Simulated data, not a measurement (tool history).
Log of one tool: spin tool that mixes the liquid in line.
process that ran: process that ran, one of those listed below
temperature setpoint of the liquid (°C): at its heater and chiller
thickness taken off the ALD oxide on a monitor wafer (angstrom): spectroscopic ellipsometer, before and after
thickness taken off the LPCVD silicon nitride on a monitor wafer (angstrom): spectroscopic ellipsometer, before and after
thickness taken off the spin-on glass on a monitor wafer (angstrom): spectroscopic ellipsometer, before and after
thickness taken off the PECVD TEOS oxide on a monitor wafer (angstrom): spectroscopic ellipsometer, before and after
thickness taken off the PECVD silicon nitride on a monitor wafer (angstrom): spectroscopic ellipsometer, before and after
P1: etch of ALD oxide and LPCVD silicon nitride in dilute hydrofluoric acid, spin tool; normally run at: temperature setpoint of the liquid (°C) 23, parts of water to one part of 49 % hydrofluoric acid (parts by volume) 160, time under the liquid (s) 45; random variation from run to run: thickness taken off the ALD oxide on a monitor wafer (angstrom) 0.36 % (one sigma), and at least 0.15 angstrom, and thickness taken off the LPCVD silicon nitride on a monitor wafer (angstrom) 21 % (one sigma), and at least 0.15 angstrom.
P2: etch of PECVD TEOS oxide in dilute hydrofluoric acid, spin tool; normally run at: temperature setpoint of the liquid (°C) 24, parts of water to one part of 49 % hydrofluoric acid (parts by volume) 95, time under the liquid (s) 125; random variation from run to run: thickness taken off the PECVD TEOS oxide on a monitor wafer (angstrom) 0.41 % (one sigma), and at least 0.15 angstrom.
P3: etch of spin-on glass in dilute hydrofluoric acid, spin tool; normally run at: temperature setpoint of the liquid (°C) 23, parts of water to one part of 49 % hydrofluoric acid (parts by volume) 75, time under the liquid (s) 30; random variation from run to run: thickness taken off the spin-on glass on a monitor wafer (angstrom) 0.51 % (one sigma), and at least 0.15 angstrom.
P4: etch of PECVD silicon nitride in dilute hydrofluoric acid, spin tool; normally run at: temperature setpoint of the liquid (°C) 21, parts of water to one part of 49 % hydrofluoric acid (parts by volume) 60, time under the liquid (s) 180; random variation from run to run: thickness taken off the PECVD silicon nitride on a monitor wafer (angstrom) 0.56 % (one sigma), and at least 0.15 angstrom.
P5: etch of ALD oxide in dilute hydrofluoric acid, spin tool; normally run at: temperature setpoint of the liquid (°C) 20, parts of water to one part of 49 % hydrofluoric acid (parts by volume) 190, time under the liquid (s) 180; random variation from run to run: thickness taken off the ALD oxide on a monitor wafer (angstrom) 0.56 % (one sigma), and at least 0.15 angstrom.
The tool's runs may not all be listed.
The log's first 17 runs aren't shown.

run   hour  process that ran  temperature setpoint of the liquid (°C)  parts of water to one part of 49 % hydrofluoric acid (parts by volume)  time under the liquid (s)  thickness taken off the ALD oxide on a monitor wafer (angstrom)  thickness taken off the LPCVD silicon nitride on a monitor wafer (angstrom)  thickness taken off the spin-on glass on a monitor wafer (angstrom)  thickness taken off the PECVD TEOS oxide on a monitor wafer (angstrom)  thickness taken off the PECVD silicon nitride on a monitor wafer (angstrom)
 18   87.7                P1                                       17                                                                     160                         45                                                           66.758                                                                      0.92568
 19   93.2                P1                                       23                                                                     160                         45                                                           84.116                                                                       1.8138
 20   99.8                P5                                       20                                                                     190                        180                                                           102.77
 21    105                P1                                       23                                                                     220                         20                                                           25.973                                                                      0.19491
 22  108.4                P1                                       23                                                                     275                         45                                                           43.946                                                                       0.6409
 23  113.1                P5                                       17                                                                     190                        180                                                           92.194
     118.8  -- hydrofluoric acid flow meter replaced
 24  118.9                P3                                       23                                                                      75                         30                                                                                                                                                                                                              132.5
 25  125.3                P1                                       23                                                                     160                         25                                                           46.927                                                                      0.58952
 26  131.3                P1                                       23                                                                     160                         45                                                           84.274                                                                       1.4352
 27  137.8                P3                                       17                                                                      75                         30                                                                                                                                                                                                             103.65
 28  141.4                P3                                       23                                                                      75                         15                                                                                                                                                                                                             67.186
 29    147                P5                                       20                                                                     325                        180                                                           53.214

The next listed run, before its measurement:
 30  153.2                P4                                       17                                                                      60                        180                                                                                                                                                                                                                                                                                                                                                                       ?

thickness taken off the PECVD silicon nitride on a monitor wafer (angstrom): 31.855

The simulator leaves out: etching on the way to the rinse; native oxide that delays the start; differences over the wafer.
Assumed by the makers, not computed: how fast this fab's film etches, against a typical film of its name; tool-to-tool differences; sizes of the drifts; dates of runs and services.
